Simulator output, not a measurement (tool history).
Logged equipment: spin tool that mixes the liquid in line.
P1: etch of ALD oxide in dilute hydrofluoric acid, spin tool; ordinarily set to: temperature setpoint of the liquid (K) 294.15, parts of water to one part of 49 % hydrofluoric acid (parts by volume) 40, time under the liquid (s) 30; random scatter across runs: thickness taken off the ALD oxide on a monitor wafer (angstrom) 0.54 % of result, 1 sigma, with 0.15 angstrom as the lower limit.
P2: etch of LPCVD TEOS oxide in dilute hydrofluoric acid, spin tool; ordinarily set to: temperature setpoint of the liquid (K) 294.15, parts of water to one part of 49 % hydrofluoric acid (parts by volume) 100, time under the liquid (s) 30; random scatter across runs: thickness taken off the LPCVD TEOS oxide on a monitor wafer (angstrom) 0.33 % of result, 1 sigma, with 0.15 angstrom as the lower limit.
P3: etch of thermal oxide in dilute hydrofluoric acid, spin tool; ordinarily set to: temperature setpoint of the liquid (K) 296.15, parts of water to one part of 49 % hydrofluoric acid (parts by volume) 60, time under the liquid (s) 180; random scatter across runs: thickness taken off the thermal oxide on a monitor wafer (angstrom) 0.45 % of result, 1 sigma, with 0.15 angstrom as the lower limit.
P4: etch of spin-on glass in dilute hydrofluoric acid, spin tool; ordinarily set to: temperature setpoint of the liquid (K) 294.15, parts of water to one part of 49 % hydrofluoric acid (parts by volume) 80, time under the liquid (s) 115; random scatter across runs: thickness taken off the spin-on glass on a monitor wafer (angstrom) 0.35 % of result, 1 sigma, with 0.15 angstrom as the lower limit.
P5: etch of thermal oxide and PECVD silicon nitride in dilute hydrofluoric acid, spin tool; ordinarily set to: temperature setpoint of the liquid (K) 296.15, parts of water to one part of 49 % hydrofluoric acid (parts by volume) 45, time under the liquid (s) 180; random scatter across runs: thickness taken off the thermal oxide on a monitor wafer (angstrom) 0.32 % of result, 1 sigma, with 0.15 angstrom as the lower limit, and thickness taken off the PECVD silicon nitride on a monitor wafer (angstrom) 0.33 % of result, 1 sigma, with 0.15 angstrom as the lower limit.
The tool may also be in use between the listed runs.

run,hour,process that ran,temperature setpoint of the liquid (K),parts of water to one part of 49 % hydrofluoric acid (parts by volume),time under the liquid (s),hours since the thermometer was replaced,hours since the hydrofluoric acid flow meter was replaced,thickness taken off the ALD oxide on a monitor wafer (angstrom),thickness taken off the thermal oxide on a monitor wafer (angstrom),thickness taken off the PECVD silicon nitride on a monitor wafer (angstrom),thickness taken off the spin-on glass on a monitor wafer (angstrom),thickness taken off the LPCVD TEOS oxide on a monitor wafer (angstrom)
1,5.1,P1,294.15,40,30,497.2,837.7,198.07,,,,
2,9.6,P1,294.15,20,30,501.7,842.2,407.16,,,,
3,14,P1,294.15,40,30,506.1,846.6,198.82,,,,
4,18.3,P5,303.65,45,180,510.4,850.9,,260.61,115.79,,
5,26.4,P4,294.15,80,115,518.5,859,,,,553.51,
6,34.3,P4,290.15,80,115,526.4,866.9,,,,463.92,
7,38.5,P1,300.65,40,30,530.6,871.1,258.78,,,,
8,45.4,P3,296.15,60,310,537.5,878,,242.14,,,
9,50.2,P3,296.15,60,180,542.3,882.8,,140.58,,,
10,54.6,P2,294.15,100,15,546.7,887.2,,,,,47.368
11,60.2,P1,290.15,65,30,552.3,892.8,100.08,,,,
12,68.7,P5,296.15,30,180,560.8,901.3,,295.9,104.76,,
13,73.6,P4,294.15,80,25,565.7,906.2,,,,119.14,
14,78,P2,294.15,100,30,570.1,910.6,,,,,95.34
15,82.2,P1,290.15,40,30,574.3,914.8,169,,,,
16,86,P1,294.15,40,65,578.1,918.6,433.11,,,,
17,91.7,P1,294.15,40,30,583.8,924.3,199.11,,,,
18,98.1,P3,296.15,60,180,590.2,930.7,,139.85,,,
19,105.3,P1,294.15,40,30,597.4,937.9,198.45,,,,
20,112.5,P1,294.15,40,15,604.6,945.1,99.385,,,,
21,117.8,P5,296.15,45,180,609.9,950.4,,193.17,70.622,,
22,122.7,P3,290.15,60,180,614.8,955.3,,108.65,,,
23,129.3,P2,294.15,180,30,621.4,961.9,,,,,47.882
24,134.5,P5,296.15,45,325,626.6,967.1,,347.89,128.03,,
25,140.6,P4,294.15,80,115,632.7,973.2,,,,553.18,
26,148.6,P3,296.15,95,180,640.7,981.2,,84.467,,,
27,155.7,P2,299.15,100,30,647.8,988.3,,,,,115.48
28,163.7,P1,294.15,70,30,655.8,996.3,109.48,,,,
29,169.3,P4,294.15,125,115,661.4,1001.9,,,,334.88,
30,175,P1,294.15,40,30,667.1,1007.6,199.23,,,,
31,182.1,P1,294.15,40,30,674.2,1014.7,205.59,,,,
32,186.1,P1,294.15,40,30,678.2,1018.7,207.68,,,,
33,193.2,P1,294.15,40,30,685.3,1025.8,208.35,,,,
34,197.8,P1,294.15,40,30,689.9,1030.4,210.22,,,,
35,206.3,P1,294.15,40,30,698.4,1038.9,212.86,,,,
36,213.8,P1,294.15,40,30,705.9,1046.4,213.75,,,,
37,217.6,P1,294.15,40,30,709.7,1050.2,213.16,,,,
38,225.5,P1,294.15,40,30,717.6,1058.1,215.65,,,,

What P1 gives has crept off from where it sat before. The 2 causes that follow fit the log equally well, each at the size noted:
A: liquid hotter than its thermometer reads (K) = 1.76
B: hydrofluoric acid flow above the setpoint (%) = 7.31
The onset of the drift is placed at about hour 175.

The check runs listed below each take one wafer, and their results are still question marks. Under which run would the listed causes lead to clearly different results?
check 1,233.4,P2,294.15,100,30,,,,,,,?
check 2,233.4,P3,296.15,60,180,,,,?,,,
check 3,233.4,P4,294.15,80,115,,,,,,?,
check 4,233.4,P5,296.15,45,180,,,,?,?,,

How each check would come out, cause by cause:
check,result,if A,if B
check 1,thickness taken off the LPCVD TEOS oxide on a monitor wafer (angstrom),101.39,102.13
check 2,thickness taken off the thermal oxide on a monitor wafer (angstrom),150.19,150.78
check 3,thickness taken off the spin-on glass on a monitor wafer (angstrom),591.61,594.54
check 4,thickness taken off the thermal oxide on a monitor wafer (angstrom),207.28,207.67
check 4,thickness taken off the PECVD silicon nitride on a monitor wafer (angstrom),79.731,75.825
Smallest distance between any two causes, each pair judged by its most separating result, in per cent: check 1 0.73 %; check 2 0.39 %; check 3 0.49 %; check 4 5.02 %
The causes can be told apart only by check 4. The other checks would give nearly the same results under each of them.

After running check 4, the following was obtained: thickness taken off the thermal oxide on a monitor wafer (angstrom) 206.64; thickness taken off the PECVD silicon nitride on a monitor wafer (angstrom) 79.522. Which cause does this point to?

The cause is A: liquid hotter than its thermometer reads (K).
